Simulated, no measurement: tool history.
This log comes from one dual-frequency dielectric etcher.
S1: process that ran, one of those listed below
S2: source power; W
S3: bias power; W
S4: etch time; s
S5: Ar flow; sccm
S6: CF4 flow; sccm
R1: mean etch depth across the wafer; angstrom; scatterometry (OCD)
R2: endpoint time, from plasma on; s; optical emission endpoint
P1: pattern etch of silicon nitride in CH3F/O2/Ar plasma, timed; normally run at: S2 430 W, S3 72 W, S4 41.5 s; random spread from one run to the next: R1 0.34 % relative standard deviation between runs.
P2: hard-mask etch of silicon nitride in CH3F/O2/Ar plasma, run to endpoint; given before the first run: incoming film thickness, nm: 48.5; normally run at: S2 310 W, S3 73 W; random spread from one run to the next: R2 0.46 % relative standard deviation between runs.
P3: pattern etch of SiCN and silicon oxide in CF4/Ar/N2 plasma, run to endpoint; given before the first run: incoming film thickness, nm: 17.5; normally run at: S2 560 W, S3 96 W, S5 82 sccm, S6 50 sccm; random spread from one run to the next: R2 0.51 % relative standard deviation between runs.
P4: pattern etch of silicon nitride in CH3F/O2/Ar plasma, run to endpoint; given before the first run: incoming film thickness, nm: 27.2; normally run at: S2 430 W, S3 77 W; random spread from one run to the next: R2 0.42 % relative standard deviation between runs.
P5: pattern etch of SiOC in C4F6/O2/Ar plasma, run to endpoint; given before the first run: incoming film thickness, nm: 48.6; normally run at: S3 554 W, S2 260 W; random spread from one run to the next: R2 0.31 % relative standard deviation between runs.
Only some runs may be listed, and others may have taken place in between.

run,hour,S1,S2,S3,S4,S5,S6,R1,R2
1,14.8,P1,430,72,41.5,,,299.94,
2,29.5,P5,260,554,,,,,18.253
3,36.9,P1,430,47,41.5,,,261.82,
4,43.9,P2,440,73,,,,,66.1
5,51.1,P4,430,77,,,,,37.73
6,62.9,P1,320,60,41.5,,,251.35,
7,73.1,P1,430,72,23.5,,,170.24,
8,80.2,P1,430,89,50.5,,,392.19,
# hour 83.6: source power generator calibrated
9,94.1,P1,430,72,41.5,,,299.61,
10,109.2,P5,260,751,,,,,16.238
11,120.7,P1,430,72,41.5,,,300.88,
12,135.7,P1,430,72,59.5,,,430.79,
13,146.2,P4,250,77,,,,,46.35
14,159,P3,560,56,,82,50,,18.917
15,175,P1,430,93,41.5,,,327.98,
16,183.5,P5,260,554,,,,,18.312
17,196.8,P3,560,96,,82,50,,15.717
18,207.7,P4,430,92,,,,,35.179
19,222.8,P2,310,44,,,,,89.399
20,232.5,P2,310,73,,,,,75.675
21,246.4,P4,430,77,,,,,37.736
22,256,P1,430,72,41.5,,,300.19,
23,267.2,P1,520,72,41.5,,,324.45,
24,283,P3,730,96,,82,50,,12.476
25,291.4,P1,430,72,41.5,,,300.29,
26,303.9,P5,340,554,,,,,16.604
27,312.3,P3,560,96,,115,50,,16.542
28,321.5,P3,560,96,,82,62,,15.305
29,335.6,P1,290,72,41.5,,,257.65,
30,349.8,P1,430,72,41.5,,,300.34,
31,360.2,P1,430,72,41.5,,,297.25,
32,368,P1,430,72,41.5,,,296.82,
33,382.4,P1,430,72,41.5,,,295.67,
# hour 390.8: wet clean of the chamber
34,394.4,P1,430,72,41.5,,,294.58,
35,402.7,P1,430,72,41.5,,,294.9,
36,413.2,P1,430,72,41.5,,,295.09,
37,426.2,P1,430,72,41.5,,,294.91,

What P1 gives has crept off from where it sat before. The 2 causes that follow fit the log equally well, each at the size noted:
A: bias power that arrives under what is set, % = 4.82
B: source power that arrives under what is set, % = 4.32
The creep began at about hour 349.8.
Why every other cause is out:
chamber walls in a state that lowers the etch rate, %: serviced at hour 390.8, which brought nothing back

The 4 check runs listed below each average the results of 3 wafers, and their outcomes are marked with question marks. Under which run would the listed causes produce clearly different results?
check 1,439.2,P3,560,96,,93,50,,?
check 2,439.2,P2,430,58,,,,,?
check 3,439.2,P5,320,667,,,,,?
check 4,439.2,P4,260,77,,,,,?

Predicted outcomes, by check and by cause:
check,result,if A,if B
check 1,R2,16.339,16.678
check 2,R2,73.086,73.171
check 3,R2,16.083,16.03
check 4,R2,46.269,46.217
Per check, the gap between the least separated pair of causes, taken in the result that splits them most: check 1 2.05 %; check 2 0.12 %; check 3 0.33 %; check 4 0.11 %
Check 1 tells the causes apart: in the others they would give nearly the same result.

Running check 1 produced the following: R2 16.68 s. Which one of the listed causes fits?

It is B: source power that arrives under what is set, %.
